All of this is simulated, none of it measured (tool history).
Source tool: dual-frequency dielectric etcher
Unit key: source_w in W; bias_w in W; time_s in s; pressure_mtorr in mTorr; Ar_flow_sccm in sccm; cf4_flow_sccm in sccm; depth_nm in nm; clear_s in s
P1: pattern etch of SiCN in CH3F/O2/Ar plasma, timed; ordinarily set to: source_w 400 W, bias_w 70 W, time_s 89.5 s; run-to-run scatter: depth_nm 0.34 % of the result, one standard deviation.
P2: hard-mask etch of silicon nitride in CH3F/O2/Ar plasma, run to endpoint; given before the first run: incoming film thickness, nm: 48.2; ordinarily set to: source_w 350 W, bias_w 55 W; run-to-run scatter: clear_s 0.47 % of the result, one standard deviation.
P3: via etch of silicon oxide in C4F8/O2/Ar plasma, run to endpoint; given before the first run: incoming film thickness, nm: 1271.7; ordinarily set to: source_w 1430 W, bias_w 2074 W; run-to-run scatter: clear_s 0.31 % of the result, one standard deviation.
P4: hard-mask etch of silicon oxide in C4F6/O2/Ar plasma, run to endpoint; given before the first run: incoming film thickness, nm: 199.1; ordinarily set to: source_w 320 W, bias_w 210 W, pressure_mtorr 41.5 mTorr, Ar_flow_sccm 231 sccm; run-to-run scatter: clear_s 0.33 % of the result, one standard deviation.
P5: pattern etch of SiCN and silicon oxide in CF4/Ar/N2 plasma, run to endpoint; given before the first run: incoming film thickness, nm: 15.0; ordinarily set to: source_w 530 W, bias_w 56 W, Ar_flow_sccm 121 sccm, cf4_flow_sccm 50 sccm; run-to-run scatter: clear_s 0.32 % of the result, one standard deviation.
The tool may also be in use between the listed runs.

run   hour  process  source_w  bias_w  time_s  pressure_mtorr  Ar_flow_sccm  cf4_flow_sccm  hours since the last wet clean  hours since the last source power generator calibration  hours since the last bias power generator calibration  depth_nm  clear_s
  1    6.5       P1       400      70    89.5                                                                        356.2                                                   1589.1                                                 2599.3    34.330
  2   10.4       P4       320     169                    41.5           231                                          360.1                                                   1593.0                                                 2603.2             69.785
  3   16.8       P1       400      70    53.5                                                                        366.5                                                   1599.4                                                 2609.6    20.574
  4   20.8       P1       400      70   122.0                                                                        370.5                                                   1603.4                                                 2613.6    46.886
  5   27.3       P4       320     210                    58.5           231                                          377.0                                                   1609.9                                                 2620.1             68.117
  6   31.9       P2       350      78                                                                                381.6                                                   1614.5                                                 2624.7             70.913
  7   36.7       P3      1430    2074                                                                                386.4                                                   1619.3                                                 2629.5            284.130
  8   42.9       P1       400      70    89.5                                                                        392.6                                                   1625.5                                                 2635.7    34.330
  9   48.7       P4       210     210                    41.5           231                                          398.4                                                   1631.3                                                 2641.5             76.626
 10   52.4       P1       400      70    89.5                                                                        402.1                                                   1635.0                                                 2645.2    34.579
 11   58.1       P3      1430    1243                                                                                407.8                                                   1640.7                                                 2650.9            328.920
 12   65.1       P1       400      50    89.5                                                                        414.8                                                   1647.7                                                 2657.9    30.708
 13   69.1       P2       200      55                                                                                418.8                                                   1651.7                                                 2661.9             98.908
 14   73.5       P1       290      70    89.5                                                                        423.2                                                   1656.1                                                 2666.3    30.287
 15   79.6       P2       350      55                                                                                429.3                                                   1662.2                                                 2672.4             79.994
 16   83.0       P1       540      70   120.0                                                                        432.7                                                   1665.6                                                 2675.8    51.720
 17   89.8       P3      1030    2074                                                                                439.5                                                   1672.4                                                 2682.6            323.030
 18   97.3       P5       530      56                                   150             50                           447.0                                                   1679.9                                                 2690.1             18.498
 19  102.5       P5       530      56                                   121             50                           452.2                                                   1685.1                                                 2695.3             17.850
 20  107.8       P4       320     210                    41.5           231                                          457.5                                                   1690.4                                                 2700.6             64.747
 21  113.9       P4       320     210                    41.5           289                                          463.6                                                   1696.5                                                 2706.7             66.637
 22  121.4       P5       530      56                                   121             70                           471.1                                                   1704.0                                                 2714.2             16.845
 23  125.6       P1       400      98    89.5                                                                        475.3                                                   1708.2                                                 2718.4    38.869
 24  130.3       P1       400      70    89.5                                                                        480.0                                                   1712.9                                                 2723.1    34.432
 25  134.6       P5       380      56                                   121             50                           484.3                                                   1717.2                                                 2727.4             23.788
     137.5  -- wet clean of the chamber
 26  140.4       P1       270      41    89.5                                                                          2.9                                                   1723.0                                                 2733.2    24.793
 27  147.0       P1       480      70    89.5                                                                          9.5                                                   1729.6                                                 2739.8    36.873
 28  154.1       P5       530      79                                   121             50                            16.6                                                   1736.7                                                 2746.9             15.826
 29  158.6       P1       400      70    89.5                                                                         21.1                                                   1741.2                                                 2751.4    34.365

What will run 30 give?
 30  162.5       P1       400      70    89.5                                                                         25.0                                                   1745.1                                                 2755.3         ?

depth_nm: 34.315 nm
